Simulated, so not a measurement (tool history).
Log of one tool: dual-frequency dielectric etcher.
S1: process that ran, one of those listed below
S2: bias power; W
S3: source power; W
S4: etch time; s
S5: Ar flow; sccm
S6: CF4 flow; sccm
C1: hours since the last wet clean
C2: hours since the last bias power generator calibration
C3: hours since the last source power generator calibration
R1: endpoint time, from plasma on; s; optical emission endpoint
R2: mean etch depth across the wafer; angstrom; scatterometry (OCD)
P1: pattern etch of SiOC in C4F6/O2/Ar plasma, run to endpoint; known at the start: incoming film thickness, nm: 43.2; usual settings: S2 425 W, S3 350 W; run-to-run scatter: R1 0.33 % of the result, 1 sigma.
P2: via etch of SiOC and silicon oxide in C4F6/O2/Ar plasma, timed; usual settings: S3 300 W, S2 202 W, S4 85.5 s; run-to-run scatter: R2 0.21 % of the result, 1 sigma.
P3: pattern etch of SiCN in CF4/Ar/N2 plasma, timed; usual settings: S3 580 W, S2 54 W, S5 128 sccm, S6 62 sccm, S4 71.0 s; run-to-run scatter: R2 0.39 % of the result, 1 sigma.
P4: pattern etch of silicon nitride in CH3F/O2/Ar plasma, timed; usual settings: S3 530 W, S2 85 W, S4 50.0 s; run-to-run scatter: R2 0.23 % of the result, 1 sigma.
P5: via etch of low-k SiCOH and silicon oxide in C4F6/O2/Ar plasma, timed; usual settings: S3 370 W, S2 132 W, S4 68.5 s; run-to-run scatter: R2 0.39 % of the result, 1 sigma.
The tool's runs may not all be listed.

run,hour,S1,S2,S3,S4,S5,S6,C1,C2,C3,R1,R2
1,6.9,P1,425,350,,,,245.2,1880.9,354.5,16.185,
2,11.7,P5,132,370,68.5,,,250.0,1885.7,359.3,,1686.90
3,16.2,P2,202,380,85.5,,,254.5,1890.2,363.8,,999.43
4,22.9,P2,202,300,47.5,,,261.2,1896.9,370.5,,507.56
5,28.4,P1,425,350,,,,266.7,1902.4,376.0,16.188,
6,33.2,P3,54,580,71.0,157,62,271.5,1907.2,380.8,,624.99
7,38.9,P3,54,580,71.0,128,87,277.2,1912.9,386.5,,687.51
# hour 43.2: wet clean of the chamber
8,44.7,P1,568,350,,,,1.6,1918.7,392.3,14.604,
9,48.0,P4,85,530,50.0,,,4.9,1922.0,395.6,,415.94
10,54.7,P3,54,580,102.0,128,62,11.6,1928.7,402.3,,935.85
11,60.0,P4,118,530,50.0,,,16.9,1934.0,407.6,,468.42
12,64.1,P1,317,260,,,,21.0,1938.1,411.7,20.107,
13,70.2,P4,85,530,27.5,,,27.1,1944.2,417.8,,228.78
14,73.4,P4,85,530,50.0,,,30.3,1947.4,421.0,,415.27
15,77.7,P1,425,440,,,,34.6,1951.7,425.3,14.822,
16,82.8,P1,425,350,,,,39.7,1956.8,430.4,16.183,
17,89.0,P5,132,490,68.5,,,45.9,1963.0,436.6,,1873.20
18,94.5,P3,39,580,71.0,128,62,51.4,1968.5,442.1,,585.93
19,97.7,P1,425,350,,,,54.6,1971.7,445.3,16.099,
20,104.2,P3,54,580,71.0,128,62,61.1,1978.2,451.8,,655.85

The next listed run, before its measurement:
21,110.3,P5,132,370,45.5,,,67.2,1984.3,457.9,,?

Run 21 gave R2 1122.30 angstrom.

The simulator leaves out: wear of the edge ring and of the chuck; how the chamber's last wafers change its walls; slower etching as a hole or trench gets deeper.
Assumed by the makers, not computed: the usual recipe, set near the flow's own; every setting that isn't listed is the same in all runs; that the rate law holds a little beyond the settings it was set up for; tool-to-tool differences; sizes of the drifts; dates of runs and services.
